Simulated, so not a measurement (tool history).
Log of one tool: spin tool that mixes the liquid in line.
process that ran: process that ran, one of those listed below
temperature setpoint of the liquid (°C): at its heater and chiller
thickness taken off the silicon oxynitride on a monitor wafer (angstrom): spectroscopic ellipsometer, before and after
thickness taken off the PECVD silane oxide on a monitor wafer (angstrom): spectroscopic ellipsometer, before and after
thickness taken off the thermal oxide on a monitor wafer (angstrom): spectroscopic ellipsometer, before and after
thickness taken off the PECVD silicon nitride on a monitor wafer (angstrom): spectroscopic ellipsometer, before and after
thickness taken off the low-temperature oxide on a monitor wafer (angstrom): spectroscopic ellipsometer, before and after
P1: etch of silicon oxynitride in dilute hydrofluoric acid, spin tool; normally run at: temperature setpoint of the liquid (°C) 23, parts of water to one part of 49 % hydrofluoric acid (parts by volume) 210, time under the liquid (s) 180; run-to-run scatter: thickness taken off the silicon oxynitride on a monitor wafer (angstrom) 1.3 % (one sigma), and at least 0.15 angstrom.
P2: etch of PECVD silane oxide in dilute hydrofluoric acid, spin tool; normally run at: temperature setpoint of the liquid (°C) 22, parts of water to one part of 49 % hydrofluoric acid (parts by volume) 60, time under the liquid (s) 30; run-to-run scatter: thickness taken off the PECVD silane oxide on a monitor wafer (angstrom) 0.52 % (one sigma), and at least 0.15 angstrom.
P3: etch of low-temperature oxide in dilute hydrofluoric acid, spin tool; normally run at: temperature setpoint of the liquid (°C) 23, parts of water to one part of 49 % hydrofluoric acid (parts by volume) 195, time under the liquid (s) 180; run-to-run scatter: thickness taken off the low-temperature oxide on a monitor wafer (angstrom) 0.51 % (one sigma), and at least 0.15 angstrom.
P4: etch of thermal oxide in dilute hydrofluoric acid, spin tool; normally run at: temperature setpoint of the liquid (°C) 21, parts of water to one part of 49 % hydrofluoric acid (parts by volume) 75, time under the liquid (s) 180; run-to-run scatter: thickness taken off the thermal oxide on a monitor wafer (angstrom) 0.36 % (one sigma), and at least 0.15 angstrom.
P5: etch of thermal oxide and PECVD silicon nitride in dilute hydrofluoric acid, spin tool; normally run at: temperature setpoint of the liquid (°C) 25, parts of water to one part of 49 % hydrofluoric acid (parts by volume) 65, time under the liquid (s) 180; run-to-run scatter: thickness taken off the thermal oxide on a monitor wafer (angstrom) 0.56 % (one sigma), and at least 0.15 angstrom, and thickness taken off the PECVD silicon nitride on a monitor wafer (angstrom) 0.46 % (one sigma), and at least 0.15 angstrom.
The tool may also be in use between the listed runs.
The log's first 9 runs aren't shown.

run,day,process that ran,temperature setpoint of the liquid (°C),parts of water to one part of 49 % hydrofluoric acid (parts by volume),time under the liquid (s),hours since the thermometer was replaced,hours since the hydrofluoric acid flow meter was replaced,thickness taken off the silicon oxynitride on a monitor wafer (angstrom),thickness taken off the PECVD silane oxide on a monitor wafer (angstrom),thickness taken off the thermal oxide on a monitor wafer (angstrom),thickness taken off the PECVD silicon nitride on a monitor wafer (angstrom),thickness taken off the low-temperature oxide on a monitor wafer (angstrom)
10,4.571,P5,33,65,180,847,306.3,,,196.54,142.48,
# day 4.783: hydrofluoric acid flow meter replaced
11,5.071,P1,23,210,15,859,6.9,1.5162,,,,
12,5.458,P3,23,80,180,868.3,16.2,,,,,300.67
13,6.004,P2,22,60,30,881.4,29.3,,71.192,,,
14,6.329,P5,25,65,340,889.2,37.1,,,273.77,160.74,
15,6.967,P2,17,60,30,904.5,52.4,,57.786,,,
16,7.558,P1,23,325,180,918.7,66.6,11.156,,,,
17,8.058,P1,23,210,180,930.7,78.6,17.994,,,,
18,8.396,P3,23,195,15,938.8,86.7,,,,,9.3476
19,8.708,P5,25,65,180,946.3,94.2,,,147.72,84.522,
20,9.067,P3,23,195,180,954.9,102.8,,,,,107.62
21,9.471,P3,29,195,180,964.6,112.5,,,,,135.04

The next listed run, before its measurement:
22,9.95,P4,21,75,15,976.1,124,,,?,,

{"run 22": {"thickness taken off the thermal oxide on a monitor wafer (angstrom)": 9.0868}}

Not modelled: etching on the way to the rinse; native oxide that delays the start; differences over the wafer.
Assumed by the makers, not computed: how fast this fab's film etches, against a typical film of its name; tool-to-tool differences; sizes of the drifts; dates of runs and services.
